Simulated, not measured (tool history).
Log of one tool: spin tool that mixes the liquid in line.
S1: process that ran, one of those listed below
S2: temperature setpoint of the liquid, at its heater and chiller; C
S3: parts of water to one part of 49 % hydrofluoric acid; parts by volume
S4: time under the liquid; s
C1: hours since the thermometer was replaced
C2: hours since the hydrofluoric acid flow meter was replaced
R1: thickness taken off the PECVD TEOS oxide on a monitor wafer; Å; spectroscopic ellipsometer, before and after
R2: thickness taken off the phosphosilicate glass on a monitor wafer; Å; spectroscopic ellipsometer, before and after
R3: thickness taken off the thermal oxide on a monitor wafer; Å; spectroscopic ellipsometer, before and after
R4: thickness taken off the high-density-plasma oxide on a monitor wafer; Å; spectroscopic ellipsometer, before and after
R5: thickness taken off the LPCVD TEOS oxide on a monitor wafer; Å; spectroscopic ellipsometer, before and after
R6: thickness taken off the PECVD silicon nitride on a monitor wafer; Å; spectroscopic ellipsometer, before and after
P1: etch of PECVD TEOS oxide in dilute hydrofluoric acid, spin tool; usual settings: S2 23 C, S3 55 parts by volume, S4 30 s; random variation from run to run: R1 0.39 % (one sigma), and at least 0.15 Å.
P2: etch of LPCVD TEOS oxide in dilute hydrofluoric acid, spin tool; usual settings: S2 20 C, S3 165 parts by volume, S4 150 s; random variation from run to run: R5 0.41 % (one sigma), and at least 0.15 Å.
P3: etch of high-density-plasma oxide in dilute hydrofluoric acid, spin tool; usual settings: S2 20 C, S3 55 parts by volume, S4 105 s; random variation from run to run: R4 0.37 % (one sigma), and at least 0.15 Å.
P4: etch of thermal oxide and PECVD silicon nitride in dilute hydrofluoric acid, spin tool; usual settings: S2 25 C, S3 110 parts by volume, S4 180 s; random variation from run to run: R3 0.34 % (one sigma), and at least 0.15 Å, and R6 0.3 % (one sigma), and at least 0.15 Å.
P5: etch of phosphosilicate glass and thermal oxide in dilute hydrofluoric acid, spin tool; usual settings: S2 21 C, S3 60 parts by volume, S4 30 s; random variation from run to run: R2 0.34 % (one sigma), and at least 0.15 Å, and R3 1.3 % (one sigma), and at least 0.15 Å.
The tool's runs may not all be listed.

| run | hour | S1 | S2 | S3 | S4 | C1 | C2 | R1 | R2 | R3 | R4 | R5 | R6 |
|---|---|---|---|---|---|---|---|---|---|---|---|---|---|
| 1 | 5.7 | P1 | 23 | 55 | 30 | 515.8 | 1059.7 | 152.9 |  |  |  |  |  |
| 2 | 14.2 | P1 | 23 | 20 | 30 | 524.3 | 1068.2 | 444.46 |  |  |  |  |  |
| 3 | 21 | P5 | 21 | 60 | 30 | 531.1 | 1075 |  | 289.85 | 21.306 |  |  |  |
| 4 | 29.5 | P1 | 19 | 55 | 30 | 539.6 | 1083.5 | 130.35 |  |  |  |  |  |
| 5 | 34.7 | P1 | 23 | 55 | 45 | 544.8 | 1088.7 | 230.55 |  |  |  |  |  |
| 6 | 38.9 | P5 | 26.5 | 60 | 30 | 549 | 1092.9 |  | 362.17 | 26.921 |  |  |  |
| 7 | 44.2 | P1 | 19 | 20 | 30 | 554.3 | 1098.2 | 372.52 |  |  |  |  |  |
| 8 | 48.9 | P1 | 23 | 55 | 30 | 559 | 1102.9 | 154.16 |  |  |  |  |  |
| 9 | 57.7 | P3 | 20 | 55 | 105 | 567.8 | 1111.7 |  |  |  | 88.14 |  |  |
| 10 | 64.6 | P5 | 21 | 100 | 30 | 574.7 | 1118.6 |  | 166.23 | 11.889 |  |  |  |
| 11 | 69.7 | P1 | 23 | 105 | 30 | 579.8 | 1123.7 | 75.558 |  |  |  |  |  |
| 12 | 74.7 | P1 | 23 | 55 | 15 | 584.8 | 1128.7 | 77.136 |  |  |  |  |  |
| 13 | 79.2 | P2 | 20 | 165 | 40 | 589.3 | 1133.2 |  |  |  |  | 52.132 |  |
| 14 | 83.5 | P4 | 25 | 185 | 180 | 593.6 | 1137.5 |  |  | 43.398 |  |  | 60.086 |
| 15 | 88.6 | P5 | 21 | 60 | 15 | 598.7 | 1142.6 |  | 144.63 | 10.815 |  |  |  |
| 16 | 98.2 | P1 | 23 | 55 | 30 | 608.3 | 1152.2 | 153.8 |  |  |  |  |  |
| 17 | 103.5 | P5 | 21 | 60 | 30 | 613.6 | 1157.5 |  | 291.31 | 21.332 |  |  |  |
| 18 | 113.2 | P3 | 20 | 55 | 25 | 623.3 | 1167.2 |  |  |  | 20.625 |  |  |
| 19 | 122.8 | P4 | 20.5 | 110 | 180 | 632.9 | 1176.8 |  |  | 66.608 |  |  | 74.821 |
| 20 | 128.3 | P3 | 20 | 55 | 105 | 638.4 | 1182.3 |  |  |  | 87.652 |  |  |
| 21 | 135 | P1 | 23 | 55 | 30 | 645.1 | 1189 | 153.88 |  |  |  |  |  |
| 22 | 142.8 | P3 | 28.5 | 55 | 105 | 652.9 | 1196.8 |  |  |  | 124 |  |  |
| 23 | 147 | P1 | 23 | 55 | 30 | 657.1 | 1201 | 153.12 |  |  |  |  |  |
| 24 | 156.1 | P4 | 25 | 110 | 180 | 666.2 | 1210.1 |  |  | 79.415 |  |  | 100.15 |
| 25 | 164.9 | P3 | 20 | 35 | 105 | 675 | 1218.9 |  |  |  | 141.84 |  |  |
| 26 | 174.3 | P2 | 27.5 | 165 | 150 | 684.4 | 1228.3 |  |  |  |  | 263.82 |  |
| 27 | 181.1 | P2 | 20 | 165 | 150 | 691.2 | 1235.1 |  |  |  |  | 196.83 |  |
| 28 | 186.7 | P1 | 23 | 55 | 30 | 696.8 | 1240.7 | 153.65 |  |  |  |  |  |
| 29 | 195.7 | P1 | 29.5 | 55 | 30 | 705.8 | 1249.7 | 199.59 |  |  |  |  |  |
| 30 | 201.9 | P4 | 25 | 110 | 330 | 712 | 1255.9 |  |  | 145.76 |  |  | 184.27 |
| 31 | 207 | P2 | 20 | 55 | 150 | 717.1 | 1261 |  |  |  |  | 666.42 |  |
| 32 | 211.8 | P1 | 23 | 55 | 30 | 721.9 | 1265.8 | 153.58 |  |  |  |  |  |
| 33 | 221.2 | P1 | 23 | 55 | 30 | 731.3 | 1275.2 | 147.48 |  |  |  |  |  |
| 34 | 229.8 | P1 | 23 | 55 | 30 | 739.9 | 1283.8 | 144.43 |  |  |  |  |  |
| 35 | 238.9 | P1 | 23 | 55 | 30 | 749 | 1292.9 | 141.9 |  |  |  |  |  |
| 36 | 247.4 | P1 | 23 | 55 | 30 | 757.5 | 1301.4 | 140.69 |  |  |  |  |  |
| 37 | 253.6 | P1 | 23 | 55 | 30 | 763.7 | 1307.6 | 140.76 |  |  |  |  |  |
| 38 | 259.7 | P1 | 23 | 55 | 30 | 769.8 | 1313.7 | 139.24 |  |  |  |  |  |
| 39 | 264.6 | P1 | 23 | 55 | 30 | 774.7 | 1318.6 | 139.93 |  |  |  |  |  |
| 40 | 272.2 | P1 | 23 | 55 | 30 | 782.3 | 1326.2 | 139.84 |  |  |  |  |  |
| 41 | 281.8 | P1 | 23 | 55 | 30 | 791.9 | 1335.8 | 139.37 |  |  |  |  |  |

What P1 gives has crept away from where it was. These 2 causes fit the log equally well, each at the size given:
A: liquid colder than its thermometer reads (K) = 2.33
B: hydrofluoric acid flow below the setpoint (%) = 8.65
The creep began at about hour 211.8.

4 check runs are offered, one wafer each, their results left as question marks. Which one tells the causes apart?
| check 1 | 291.4 | P5 | 21 | 95 | 15 |  |  |  | ? | ? |  |  |  |
| check 2 | 291.4 | P3 | 27 | 55 | 105 |  |  |  |  |  | ? |  |  |
| check 3 | 291.4 | P2 | 20 | 110 | 75 |  |  |  |  |  |  | ? |  |
| check 4 | 291.4 | P4 | 25 | 165 | 325 |  |  |  |  | ? |  |  | ? |

What each check would give under each cause:
| check | result | if A | if B |
|---|---|---|---|
| check 1 | R2 | 79.785 | 79.414 |
| check 1 | R3 | 5.8512 | 5.824 |
| check 2 | R4 | 106.49 | 106.09 |
| check 3 | R5 | 142.57 | 141.75 |
| check 4 | R3 | 81.703 | 80.094 |
| check 4 | R6 | 104.72 | 111.16 |
How far apart the two closest causes lie, in the result that separates them most: check 1 0.47 %; check 2 0.38 %; check 3 0.58 %; check 4 5.97 %
Only check 4 tells the causes apart: in the others they would give nearly the same result.

Then check 4 was run and gave: R3 81.526 Å; R6 104.75 Å. Which cause is it?

It is A: liquid colder than its thermometer reads (K).
